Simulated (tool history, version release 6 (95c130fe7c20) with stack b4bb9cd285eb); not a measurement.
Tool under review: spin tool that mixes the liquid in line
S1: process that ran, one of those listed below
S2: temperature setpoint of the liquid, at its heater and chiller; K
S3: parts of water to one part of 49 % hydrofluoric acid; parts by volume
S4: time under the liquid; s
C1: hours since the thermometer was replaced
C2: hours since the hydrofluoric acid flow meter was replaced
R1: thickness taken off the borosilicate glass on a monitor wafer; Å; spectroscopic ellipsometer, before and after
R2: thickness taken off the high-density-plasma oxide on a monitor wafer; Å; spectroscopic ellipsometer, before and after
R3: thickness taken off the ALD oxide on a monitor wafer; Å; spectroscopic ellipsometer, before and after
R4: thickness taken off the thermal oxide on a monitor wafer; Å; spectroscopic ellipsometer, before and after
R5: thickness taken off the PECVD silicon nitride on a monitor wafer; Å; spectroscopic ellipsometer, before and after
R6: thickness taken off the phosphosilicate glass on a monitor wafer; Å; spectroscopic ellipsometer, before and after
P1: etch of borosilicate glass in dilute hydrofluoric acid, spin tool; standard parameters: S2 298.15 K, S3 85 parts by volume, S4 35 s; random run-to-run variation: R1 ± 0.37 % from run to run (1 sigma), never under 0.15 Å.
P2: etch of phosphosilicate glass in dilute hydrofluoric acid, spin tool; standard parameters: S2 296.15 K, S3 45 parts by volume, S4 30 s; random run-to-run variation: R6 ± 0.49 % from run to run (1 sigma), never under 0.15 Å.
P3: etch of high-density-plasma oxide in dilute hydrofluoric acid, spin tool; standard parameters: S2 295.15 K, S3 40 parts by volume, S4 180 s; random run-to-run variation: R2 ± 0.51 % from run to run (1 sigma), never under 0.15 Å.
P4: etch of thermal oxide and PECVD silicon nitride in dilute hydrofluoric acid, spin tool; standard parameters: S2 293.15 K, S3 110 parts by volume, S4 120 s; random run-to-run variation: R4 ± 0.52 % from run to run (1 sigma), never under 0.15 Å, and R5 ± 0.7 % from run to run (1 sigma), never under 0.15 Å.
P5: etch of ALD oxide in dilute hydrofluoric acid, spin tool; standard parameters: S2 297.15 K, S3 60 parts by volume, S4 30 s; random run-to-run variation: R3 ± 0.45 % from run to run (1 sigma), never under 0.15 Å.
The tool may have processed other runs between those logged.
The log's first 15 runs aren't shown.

Run 16, hour 181.4: S1 P3, S2 295.15 K, S3 40 parts by volume, S4 275 s; C1 935.3; C2 1866.6. Result: R2 427.44 Å.
Run 17, hour 192: S1 P2, S2 296.15 K, S3 75 parts by volume, S4 30 s; C1 945.9; C2 1877.2. Result: R6 316.08 Å.
At hour 204.3: thermometer replaced.
Run 18, hour 206.9: S1 P5, S2 290.15 K, S3 60 parts by volume, S4 30 s; C1 2.6; C2 1892.1. Result: R3 105.33 Å.
Run 19, hour 219.3: S1 P5, S2 297.15 K, S3 60 parts by volume, S4 30 s; C1 15; C2 1904.5. Result: R3 141.95 Å.
Run 20, hour 233.5: S1 P1, S2 298.15 K, S3 85 parts by volume, S4 55 s; C1 29.2; C2 1918.7. Result: R1 383.89 Å.
Run 21, hour 241.1: S1 P4, S2 293.15 K, S3 65 parts by volume, S4 120 s; C1 36.8; C2 1926.3. Result: R4 79.923 Å, R5 49.84 Å.
Run 22, hour 255.1: S1 P1, S2 298.15 K, S3 85 parts by volume, S4 35 s; C1 50.8; C2 1940.3. Result: R1 245.41 Å.
Run 23, hour 266.7: S1 P1, S2 298.15 K, S3 85 parts by volume, S4 35 s; C1 62.4; C2 1951.9. Result: R1 245.85 Å.
Run 24, hour 276: S1 P1, S2 305.65 K, S3 85 parts by volume, S4 15 s; C1 71.7; C2 1961.2. Result: R1 141.15 Å.
Run 25, hour 291.6: S1 P1, S2 298.15 K, S3 85 parts by volume, S4 35 s; C1 87.3; C2 1976.8. Result: R1 245.75 Å.
Run 26, hour 306.2: S1 P4, S2 293.15 K, S3 110 parts by volume, S4 230 s; C1 101.9; C2 1991.4. Result: R4 86.693 Å, R5 57.255 Å.
Run 27, hour 318.1: S1 P2, S2 296.15 K, S3 45 parts by volume, S4 30 s; C1 113.8; C2 2003.3. Result: R6 548.05 Å.

Forecast run 28:
Run 28, hour 333.6: S1 P1, S2 298.15 K, S3 85 parts by volume, S4 15 s; C1 129.3; C2 2018.8. Result: R1 ?.

Logged for run 28: R1 104.85 Å.
